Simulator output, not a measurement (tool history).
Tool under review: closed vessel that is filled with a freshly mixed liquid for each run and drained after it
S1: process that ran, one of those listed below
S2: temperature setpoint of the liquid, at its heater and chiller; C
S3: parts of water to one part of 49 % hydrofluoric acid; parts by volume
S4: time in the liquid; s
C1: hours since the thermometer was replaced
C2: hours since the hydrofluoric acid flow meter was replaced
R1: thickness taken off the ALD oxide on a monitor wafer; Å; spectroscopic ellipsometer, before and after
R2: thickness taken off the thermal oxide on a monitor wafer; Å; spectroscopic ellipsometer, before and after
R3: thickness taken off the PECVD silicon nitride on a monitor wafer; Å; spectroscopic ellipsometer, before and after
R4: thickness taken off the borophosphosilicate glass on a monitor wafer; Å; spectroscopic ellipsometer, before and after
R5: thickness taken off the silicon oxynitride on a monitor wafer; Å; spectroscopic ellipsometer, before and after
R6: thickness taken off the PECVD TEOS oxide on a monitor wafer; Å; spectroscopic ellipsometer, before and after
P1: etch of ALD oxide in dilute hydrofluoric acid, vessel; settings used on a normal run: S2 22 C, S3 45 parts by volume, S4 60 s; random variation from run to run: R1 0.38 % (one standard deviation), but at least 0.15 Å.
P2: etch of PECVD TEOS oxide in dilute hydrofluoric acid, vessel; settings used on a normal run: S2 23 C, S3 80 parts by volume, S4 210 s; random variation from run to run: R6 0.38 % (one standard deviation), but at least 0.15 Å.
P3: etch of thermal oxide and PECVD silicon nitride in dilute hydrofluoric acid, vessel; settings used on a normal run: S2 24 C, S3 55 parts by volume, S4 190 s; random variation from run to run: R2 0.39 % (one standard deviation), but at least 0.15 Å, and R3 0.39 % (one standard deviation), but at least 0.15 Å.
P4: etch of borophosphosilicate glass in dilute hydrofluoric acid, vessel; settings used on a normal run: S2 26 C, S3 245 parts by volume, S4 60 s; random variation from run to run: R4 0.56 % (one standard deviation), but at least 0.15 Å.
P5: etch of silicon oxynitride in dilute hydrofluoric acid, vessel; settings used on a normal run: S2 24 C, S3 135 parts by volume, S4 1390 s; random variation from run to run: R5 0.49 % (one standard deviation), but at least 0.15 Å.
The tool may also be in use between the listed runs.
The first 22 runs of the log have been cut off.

| run | hour | S1 | S2 | S3 | S4 | C1 | C2 | R1 | R2 | R3 | R4 | R5 | R6 |
|---|---|---|---|---|---|---|---|---|---|---|---|---|---|
| 23 | 246.9 | P1 | 22 | 45 | 30 | 1091.1 | 1696.7 | 91.642 |  |  |  |  |  |
| 24 | 257.6 | P3 | 24 | 55 | 190 | 1101.8 | 1707.4 |  | 170.62 | 96.476 |  |  |  |
| 25 | 270.9 | P3 | 29 | 55 | 190 | 1115.1 | 1720.7 |  | 206.43 | 135.01 |  |  |  |
| 26 | 277 | P4 | 33 | 245 | 60 | 1121.2 | 1726.8 |  |  |  | 183.46 |  |  |
| 27 | 287.3 | P1 | 17 | 45 | 60 | 1131.5 | 1737.1 | 147.63 |  |  |  |  |  |
| 28 | 293.7 | P1 | 22 | 60 | 60 | 1137.9 | 1743.5 | 134.87 |  |  |  |  |  |
| 29 | 305.5 | P4 | 26 | 55 | 60 | 1149.7 | 1755.3 |  |  |  | 812.45 |  |  |
| 30 | 314.2 | P2 | 17 | 80 | 210 | 1158.4 | 1764 |  |  |  |  |  | 174.26 |
| 31 | 321.3 | P5 | 24 | 135 | 1390 | 1165.5 | 1771.1 |  |  |  |  | 209.98 |  |
| 32 | 333.1 | P4 | 26 | 245 | 110 | 1177.3 | 1782.9 |  |  |  | 265.43 |  |  |
| 33 | 342.5 | P1 | 17 | 20 | 60 | 1186.7 | 1792.3 | 341.64 |  |  |  |  |  |
| 34 | 350.7 | P2 | 23 | 80 | 210 | 1194.9 | 1800.5 |  |  |  |  |  | 224.86 |
| 35 | 364.1 | P1 | 22 | 45 | 60 | 1208.3 | 1813.9 | 182.46 |  |  |  |  |  |
| 36 | 376.3 | P1 | 22 | 45 | 60 | 1220.5 | 1826.1 | 182.98 |  |  |  |  |  |
| 37 | 387.1 | P1 | 22 | 45 | 60 | 1231.3 | 1836.9 | 189.35 |  |  |  |  |  |
| 38 | 399.6 | P1 | 22 | 45 | 60 | 1243.8 | 1849.4 | 193.79 |  |  |  |  |  |
| 39 | 406.5 | P1 | 22 | 45 | 60 | 1250.7 | 1856.3 | 194.87 |  |  |  |  |  |

Run 40 is up next; what results do you expect?
| 40 | 412.8 | P1 | 22 | 45 | 60 | 1257 | 1862.6 | ? |  |  |  |  |  |

{"run 40": {"R1": 195.53}}
